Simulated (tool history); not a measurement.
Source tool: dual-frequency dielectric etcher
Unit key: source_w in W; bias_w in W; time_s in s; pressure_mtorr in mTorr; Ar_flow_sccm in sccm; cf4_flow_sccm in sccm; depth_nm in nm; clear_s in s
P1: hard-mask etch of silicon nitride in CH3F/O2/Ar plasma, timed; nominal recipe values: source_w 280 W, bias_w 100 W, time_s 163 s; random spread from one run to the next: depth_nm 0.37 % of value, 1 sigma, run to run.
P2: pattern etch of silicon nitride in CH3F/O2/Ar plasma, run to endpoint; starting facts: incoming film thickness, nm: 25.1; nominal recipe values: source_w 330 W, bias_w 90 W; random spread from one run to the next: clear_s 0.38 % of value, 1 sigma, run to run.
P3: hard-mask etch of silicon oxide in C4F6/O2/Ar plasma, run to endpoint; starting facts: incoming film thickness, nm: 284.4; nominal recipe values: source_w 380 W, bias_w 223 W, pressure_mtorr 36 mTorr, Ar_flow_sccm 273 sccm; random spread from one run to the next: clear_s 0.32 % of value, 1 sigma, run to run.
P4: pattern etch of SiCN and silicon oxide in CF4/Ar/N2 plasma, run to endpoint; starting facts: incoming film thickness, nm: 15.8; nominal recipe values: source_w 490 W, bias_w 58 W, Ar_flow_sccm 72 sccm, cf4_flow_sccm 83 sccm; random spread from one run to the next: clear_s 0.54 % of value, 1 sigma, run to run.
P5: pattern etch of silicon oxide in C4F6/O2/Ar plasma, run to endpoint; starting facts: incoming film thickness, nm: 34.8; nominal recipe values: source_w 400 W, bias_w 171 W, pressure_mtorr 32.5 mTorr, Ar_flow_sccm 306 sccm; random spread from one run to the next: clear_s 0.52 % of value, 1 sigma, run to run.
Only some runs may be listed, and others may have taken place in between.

run     day  process  source_w  bias_w  time_s  pressure_mtorr  Ar_flow_sccm  cf4_flow_sccm  hours since the last wet clean  hours since the last source power generator calibration  hours since the last bias power generator calibration  depth_nm  clear_s
  1   0.758       P1       280     100     163                                                                        269.3                                                    735.5                                                  586.7    114.35
  2   1.338       P3       230     223                      36           273                                          283.2                                                    749.4                                                  600.6             103.03
  3   2.021       P1       280     100     224                                                                        299.6                                                    765.8                                                    617    157.02
  4    2.55       P1       280     100     163                                                                        312.3                                                    778.5                                                  629.7     114.4
  5   2.946       P3       380     223                      36           358                                          321.8                                                      788                                                  639.2             87.732
  6   3.533       P2       330      90                                                                                335.9                                                    802.1                                                  653.3             36.341
  7   4.283       P2       330      90                                                                                353.9                                                    820.1                                                  671.3             35.944
  8   5.025       P1       280     133   217.5                                                                        371.7                                                    837.9                                                  689.1    171.29
  9   5.446       P4       690      58                                    72             83                           381.8                                                      848                                                  699.2             12.405
 10   6.092       P4       490      58                                    72             65                           397.3                                                    863.5                                                  714.7             17.335
 11   6.542       P4       490      35                                    72             83                           408.1                                                    874.3                                                  725.5             19.433
 12   7.108       P3       380     162                      36           273                                          421.7                                                    887.9                                                  739.1             93.962
 13   7.767       P5       400     171                    32.5           306                                          437.5                                                    903.7                                                  754.9             10.922
 14   8.362       P1       380     100     163                                                                        451.8                                                      918                                                  769.2    127.97
 15       9       P1       280     134     163                                                                        467.1                                                    933.3                                                  784.5    128.77
 16   9.404       P1       280      79     163                                                                        476.8                                                      943                                                  794.2    106.18
 17   9.933       P5       400     171                    32.5           410                                          489.5                                                    955.7                                                  806.9             11.248
 18  10.321       P3       380     223                      36           273                                          498.8                                                      965                                                  816.2             84.614
 19  11.071       P1       280     100   126.5                                                                        516.8                                                      983                                                  834.2    89.071
 20    11.7       P4       490      58                                    72             83                           531.9                                                    998.1                                                  849.3             16.969
 21  12.296       P5       400     117                    32.5           306                                          546.2                                                   1012.4                                                  863.6             12.122
 22   13.05       P1       220     100     163                                                                        564.3                                                   1030.5                                                  881.7    105.87
 23  13.512       P2       430      90                                                                                575.4                                                   1041.6                                                  892.8             32.688
 24  14.271       P1       280     100     163                                                                        593.6                                                   1059.8                                                    911    114.52
 25  14.721       P5       280     171                    32.5           306                                          604.4                                                   1070.6                                                  921.8             12.429

Estimate the outcome of run 26 from the log above:
 26  15.412       P1       280     100     163                                                                          621                                                   1087.2                                                  938.4         ?

depth_nm: 114.75 nm

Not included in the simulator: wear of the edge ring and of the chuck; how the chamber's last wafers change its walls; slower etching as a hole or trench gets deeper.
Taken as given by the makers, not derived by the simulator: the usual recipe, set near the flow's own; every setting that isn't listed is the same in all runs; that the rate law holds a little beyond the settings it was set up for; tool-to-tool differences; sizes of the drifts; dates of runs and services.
